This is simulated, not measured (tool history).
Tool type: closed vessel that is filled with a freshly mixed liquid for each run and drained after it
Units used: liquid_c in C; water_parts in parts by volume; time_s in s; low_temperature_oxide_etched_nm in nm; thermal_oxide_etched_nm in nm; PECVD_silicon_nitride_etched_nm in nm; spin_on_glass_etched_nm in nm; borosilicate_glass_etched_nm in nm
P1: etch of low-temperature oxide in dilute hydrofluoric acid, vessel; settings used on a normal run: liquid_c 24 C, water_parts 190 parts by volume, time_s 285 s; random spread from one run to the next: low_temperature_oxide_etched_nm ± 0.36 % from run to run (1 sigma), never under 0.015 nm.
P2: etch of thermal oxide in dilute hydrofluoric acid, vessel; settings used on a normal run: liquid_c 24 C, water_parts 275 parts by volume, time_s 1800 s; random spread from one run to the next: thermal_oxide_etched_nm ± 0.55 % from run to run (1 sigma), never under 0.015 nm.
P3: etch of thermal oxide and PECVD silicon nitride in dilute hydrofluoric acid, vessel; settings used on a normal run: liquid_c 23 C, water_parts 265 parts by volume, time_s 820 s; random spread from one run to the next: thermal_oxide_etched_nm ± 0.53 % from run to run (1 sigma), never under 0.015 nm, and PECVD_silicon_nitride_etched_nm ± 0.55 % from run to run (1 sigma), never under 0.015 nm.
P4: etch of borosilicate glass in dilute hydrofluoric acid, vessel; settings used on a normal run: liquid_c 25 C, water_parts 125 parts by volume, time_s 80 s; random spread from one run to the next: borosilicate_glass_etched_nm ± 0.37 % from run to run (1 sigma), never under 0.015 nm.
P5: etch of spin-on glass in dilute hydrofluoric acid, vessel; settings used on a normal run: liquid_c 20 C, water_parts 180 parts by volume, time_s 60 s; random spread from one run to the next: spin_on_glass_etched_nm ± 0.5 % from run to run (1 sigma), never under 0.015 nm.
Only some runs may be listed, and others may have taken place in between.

| run | hour | process | liquid_c | water_parts | time_s | hours since the thermometer was replaced | hours since the hydrofluoric acid flow meter was replaced | low_temperature_oxide_etched_nm | thermal_oxide_etched_nm | PECVD_silicon_nitride_etched_nm | spin_on_glass_etched_nm | borosilicate_glass_etched_nm |
|---|---|---|---|---|---|---|---|---|---|---|---|---|
| 1 | 10.3 | P1 | 24 | 190 | 285 | 632 | 904.1 | 16.258 |  |  |  |  |
| 2 | 16 | P3 | 23 | 95 | 820 | 637.7 | 909.8 |  | 39.981 | 19.084 |  |  |
| 3 | 28.7 | P1 | 24 | 190 | 525 | 650.4 | 922.5 | 30.246 |  |  |  |  |
| 4 | 38.7 | P1 | 32 | 190 | 285 | 660.4 | 932.5 | 21.698 |  |  |  |  |
| 5 | 47.6 | P5 | 20 | 180 | 60 | 669.3 | 941.4 |  |  |  | 11.648 |  |
| 6 | 53.3 | P3 | 23 | 265 | 140 | 675 | 947.1 |  | 2.0359 | 1.179 |  |  |
| 7 | 62.2 | P3 | 29 | 265 | 820 | 683.9 | 956 |  | 14.828 | 9.8536 |  |  |
| 8 | 74.4 | P1 | 24 | 70 | 285 | 696.1 | 968.2 | 50.978 |  |  |  |  |
| 9 | 85.5 | P2 | 24 | 275 | 3565 | 707.2 | 979.3 |  | 50.812 |  |  |  |
| 10 | 97 | P1 | 24 | 335 | 285 | 718.7 | 990.8 | 7.9801 |  |  |  |  |
| 11 | 103.3 | P1 | 24 | 190 | 285 | 725 | 997.1 | 16.442 |  |  |  |  |
|  | 104.5 | hydrofluoric acid flow meter replaced |
| 12 | 111.6 | P5 | 20 | 95 | 60 | 733.3 | 7.2 |  |  |  | 23.864 |  |
| 13 | 120 | P2 | 31.5 | 275 | 1800 | 741.7 | 15.6 |  | 33.193 |  |  |  |
| 14 | 132.6 | P5 | 24 | 180 | 60 | 754.3 | 28.2 |  |  |  | 13.543 |  |
| 15 | 138.2 | P1 | 19 | 190 | 285 | 759.9 | 33.8 | 13.479 |  |  |  |  |
| 16 | 147.9 | P3 | 23 | 265 | 820 | 769.6 | 43.5 |  | 11.973 | 6.8856 |  |  |
| 17 | 158.1 | P5 | 20 | 180 | 30 | 779.8 | 53.7 |  |  |  | 5.7885 |  |
| 18 | 168.3 | P1 | 24 | 305 | 120 | 790 | 63.9 | 3.8125 |  |  |  |  |
| 19 | 178.8 | P1 | 24 | 190 | 285 | 800.5 | 74.4 | 16.452 |  |  |  |  |
| 20 | 187.9 | P1 | 24 | 190 | 35 | 809.6 | 83.5 | 2.0021 |  |  |  |  |
| 21 | 195.9 | P1 | 24 | 190 | 285 | 817.6 | 91.5 | 16.39 |  |  |  |  |
| 22 | 203.6 | P1 | 24 | 190 | 285 | 825.3 | 99.2 | 16.341 |  |  |  |  |
| 23 | 214 | P3 | 23 | 265 | 820 | 835.7 | 109.6 |  | 11.876 | 6.8212 |  |  |
| 24 | 224.3 | P4 | 25 | 125 | 30 | 846 | 119.9 |  |  |  |  | 10.042 |
| 25 | 231.3 | P4 | 18.5 | 125 | 80 | 853 | 126.9 |  |  |  |  | 20.74 |
| 26 | 241.1 | P2 | 24 | 275 | 1800 | 862.8 | 136.7 |  | 26.17 |  |  |  |
| 27 | 252.8 | P2 | 24 | 480 | 1800 | 874.5 | 148.4 |  | 12.215 |  |  |  |
| 28 | 261.6 | P4 | 25 | 125 | 80 | 883.3 | 157.2 |  |  |  |  | 26.812 |
| 29 | 267.7 | P4 | 25 | 200 | 80 | 889.4 | 163.3 |  |  |  |  | 15.431 |
| 30 | 275.8 | P4 | 25 | 125 | 80 | 897.5 | 171.4 |  |  |  |  | 26.967 |
| 31 | 288 | P1 | 24 | 190 | 285 | 909.7 | 183.6 | 16.364 |  |  |  |  |
| 32 | 293.6 | P1 | 24 | 190 | 285 | 915.3 | 189.2 | 16.085 |  |  |  |  |

Expected results for the next run?
| 33 | 299.7 | P1 | 24 | 190 | 285 | 921.4 | 195.3 | ? |  |  |  |  |

low_temperature_oxide_etched_nm: 15.828 nm
